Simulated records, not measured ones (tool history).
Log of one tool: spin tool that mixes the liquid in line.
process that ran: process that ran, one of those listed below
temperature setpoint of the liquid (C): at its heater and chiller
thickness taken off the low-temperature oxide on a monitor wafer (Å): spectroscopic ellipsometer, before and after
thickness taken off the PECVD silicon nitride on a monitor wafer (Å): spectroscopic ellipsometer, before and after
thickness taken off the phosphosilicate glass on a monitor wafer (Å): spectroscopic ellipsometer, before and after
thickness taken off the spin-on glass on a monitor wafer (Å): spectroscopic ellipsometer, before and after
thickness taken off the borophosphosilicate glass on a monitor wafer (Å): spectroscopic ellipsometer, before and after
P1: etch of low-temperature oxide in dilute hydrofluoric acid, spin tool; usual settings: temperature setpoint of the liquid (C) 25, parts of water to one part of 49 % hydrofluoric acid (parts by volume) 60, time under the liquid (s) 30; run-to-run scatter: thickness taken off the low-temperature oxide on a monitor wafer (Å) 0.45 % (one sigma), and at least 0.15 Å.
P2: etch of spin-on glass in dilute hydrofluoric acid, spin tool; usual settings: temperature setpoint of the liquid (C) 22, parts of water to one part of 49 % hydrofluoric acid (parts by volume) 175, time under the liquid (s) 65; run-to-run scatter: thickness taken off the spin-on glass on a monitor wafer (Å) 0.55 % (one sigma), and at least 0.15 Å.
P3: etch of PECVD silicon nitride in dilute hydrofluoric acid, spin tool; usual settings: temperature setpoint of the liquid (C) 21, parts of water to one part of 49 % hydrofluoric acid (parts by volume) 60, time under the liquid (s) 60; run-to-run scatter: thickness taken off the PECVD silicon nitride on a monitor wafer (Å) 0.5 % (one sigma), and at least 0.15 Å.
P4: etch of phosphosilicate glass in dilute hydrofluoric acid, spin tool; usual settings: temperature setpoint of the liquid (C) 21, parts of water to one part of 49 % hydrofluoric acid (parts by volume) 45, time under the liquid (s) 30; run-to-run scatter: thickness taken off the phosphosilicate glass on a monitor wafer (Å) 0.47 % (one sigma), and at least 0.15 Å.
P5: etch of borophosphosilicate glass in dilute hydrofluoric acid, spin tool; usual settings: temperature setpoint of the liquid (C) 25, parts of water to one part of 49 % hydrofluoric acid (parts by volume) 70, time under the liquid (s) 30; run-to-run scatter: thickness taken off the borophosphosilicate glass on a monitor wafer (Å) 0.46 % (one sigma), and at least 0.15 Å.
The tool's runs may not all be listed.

| run | hour | process that ran | temperature setpoint of the liquid (C) | parts of water to one part of 49 % hydrofluoric acid (parts by volume) | time under the liquid (s) | thickness taken off the low-temperature oxide on a monitor wafer (Å) | thickness taken off the PECVD silicon nitride on a monitor wafer (Å) | thickness taken off the phosphosilicate glass on a monitor wafer (Å) | thickness taken off the spin-on glass on a monitor wafer (Å) | thickness taken off the borophosphosilicate glass on a monitor wafer (Å) |
|---|---|---|---|---|---|---|---|---|---|---|
| 1 | 5.4 | P1 | 25 | 60 | 30 | 95.896 |  |  |  |  |
| 2 | 13 | P3 | 21 | 60 | 60 |  | 40.951 |  |  |  |
| 3 | 19.5 | P3 | 21 | 85 | 60 |  | 29.194 |  |  |  |
| 4 | 25 | P1 | 25 | 85 | 30 | 64.887 |  |  |  |  |
| 5 | 30.2 | P4 | 21 | 45 | 30 |  |  | 373.84 |  |  |
| 6 | 39.5 | P1 | 25 | 60 | 30 | 95.56 |  |  |  |  |
| 7 | 45 | P2 | 22 | 175 | 15 |  |  |  | 16.769 |  |
| 8 | 53.1 | P1 | 33 | 60 | 30 | 130.11 |  |  |  |  |
| 9 | 60.4 | P5 | 25 | 70 | 15 |  |  |  |  | 97.129 |
| 10 | 66.1 | P1 | 25 | 100 | 45 | 81.728 |  |  |  |  |
| 11 | 73.7 | P5 | 25 | 115 | 30 |  |  |  |  | 111.6 |
| 12 | 77.8 | P1 | 25 | 60 | 50 | 159.15 |  |  |  |  |
| 13 | 81.9 | P1 | 21 | 60 | 30 | 81.806 |  |  |  |  |
| 14 | 88.6 | P2 | 17 | 175 | 65 |  |  |  | 61.233 |  |
| 15 | 93.4 | P1 | 18 | 60 | 15 | 35.815 |  |  |  |  |
| 16 | 101.2 | P5 | 25 | 70 | 30 |  |  |  |  | 193.19 |
| 17 | 106.6 | P1 | 25 | 60 | 30 | 95.124 |  |  |  |  |
| 18 | 114.8 | P1 | 25 | 60 | 30 | 95.441 |  |  |  |  |
| 19 | 119.1 | P5 | 25 | 70 | 30 |  |  |  |  | 193.65 |
| 20 | 123.9 | P1 | 25 | 60 | 15 | 47.46 |  |  |  |  |
| 21 | 129.7 | P1 | 25 | 60 | 30 | 94.49 |  |  |  |  |
| 22 | 134.4 | P1 | 25 | 30 | 30 | 197.58 |  |  |  |  |
| 23 | 140.8 | P1 | 25 | 60 | 30 | 95.211 |  |  |  |  |
| 24 | 146.7 | P3 | 21 | 60 | 60 |  | 41.515 |  |  |  |
| 25 | 151.8 | P4 | 21 | 45 | 15 |  |  | 188 |  |  |
| 26 | 159.3 | P2 | 22 | 75 | 65 |  |  |  | 194.06 |  |
| 27 | 165.1 | P2 | 22 | 175 | 65 |  |  |  | 74.569 |  |
| 28 | 169.3 | P3 | 27 | 60 | 60 |  | 61.793 |  |  |  |
| 29 | 177 | P4 | 17 | 45 | 30 |  |  | 318.43 |  |  |
| 30 | 183.7 | P5 | 17 | 70 | 30 |  |  |  |  | 137.81 |
| 31 | 189.4 | P4 | 21 | 65 | 30 |  |  | 256.85 |  |  |
| 32 | 198.4 | P3 | 21 | 60 | 15 |  | 10.236 |  |  |  |
| 33 | 207.5 | P1 | 25 | 60 | 30 | 94.838 |  |  |  |  |
| 34 | 214.4 | P1 | 25 | 60 | 30 | 92.166 |  |  |  |  |
| 35 | 222.4 | P1 | 25 | 60 | 30 | 90.624 |  |  |  |  |
| 36 | 230.3 | P1 | 25 | 60 | 30 | 89.215 |  |  |  |  |
| 37 | 238.7 | P1 | 25 | 60 | 30 | 88.825 |  |  |  |  |
| 38 | 242.9 | P1 | 25 | 60 | 30 | 88.592 |  |  |  |  |
| 39 | 249.9 | P1 | 25 | 60 | 30 | 88.226 |  |  |  |  |
| 40 | 258.9 | P1 | 25 | 60 | 30 | 88.399 |  |  |  |  |
| 41 | 266 | P1 | 25 | 60 | 30 | 88.712 |  |  |  |  |

What P1 gives has crept away from where it was. These 2 causes fit the log equally well, each at the size given:
A: hydrofluoric acid flow below the setpoint (%) = 7.24
B: liquid colder than its thermometer reads (K) = 2
The creep began at about hour 207.5.

4 check runs are offered, each on 5 wafers whose results are averaged, their results left as question marks. Which one tells the causes apart?
| check 1 | 273.1 | P2 | 18.5 | 115 | 65 |  |  |  | ? |  |
| check 2 | 273.1 | P4 | 21 | 60 | 15 |  |  | ? |  |  |
| check 3 | 273.1 | P5 | 18.5 | 70 | 15 |  |  |  |  | ? |
| check 4 | 273.1 | P3 | 21 | 60 | 15 |  | ? |  |  |  |

What each check would give under each cause:
| check | result | if A | if B |
|---|---|---|---|
| check 1 | thickness taken off the spin-on glass on a monitor wafer (Å) | 96.672 | 96.801 |
| check 2 | thickness taken off the phosphosilicate glass on a monitor wafer (Å) | 127.52 | 127.07 |
| check 3 | thickness taken off the borophosphosilicate glass on a monitor wafer (Å) | 68.176 | 67.883 |
| check 4 | thickness taken off the PECVD silicon nitride on a monitor wafer (Å) | 9.533 | 8.9328 |
How far apart the two closest causes lie, in the result that separates them most: check 1 0.13 %; check 2 0.36 %; check 3 0.43 %; check 4 6.5 %
Check 4 tells the causes apart: in the others they would give nearly the same result.

Then check 4 was run and gave: thickness taken off the PECVD silicon nitride on a monitor wafer (Å) 8.8894. Which cause is it?

It is B: liquid colder than its thermometer reads (K).
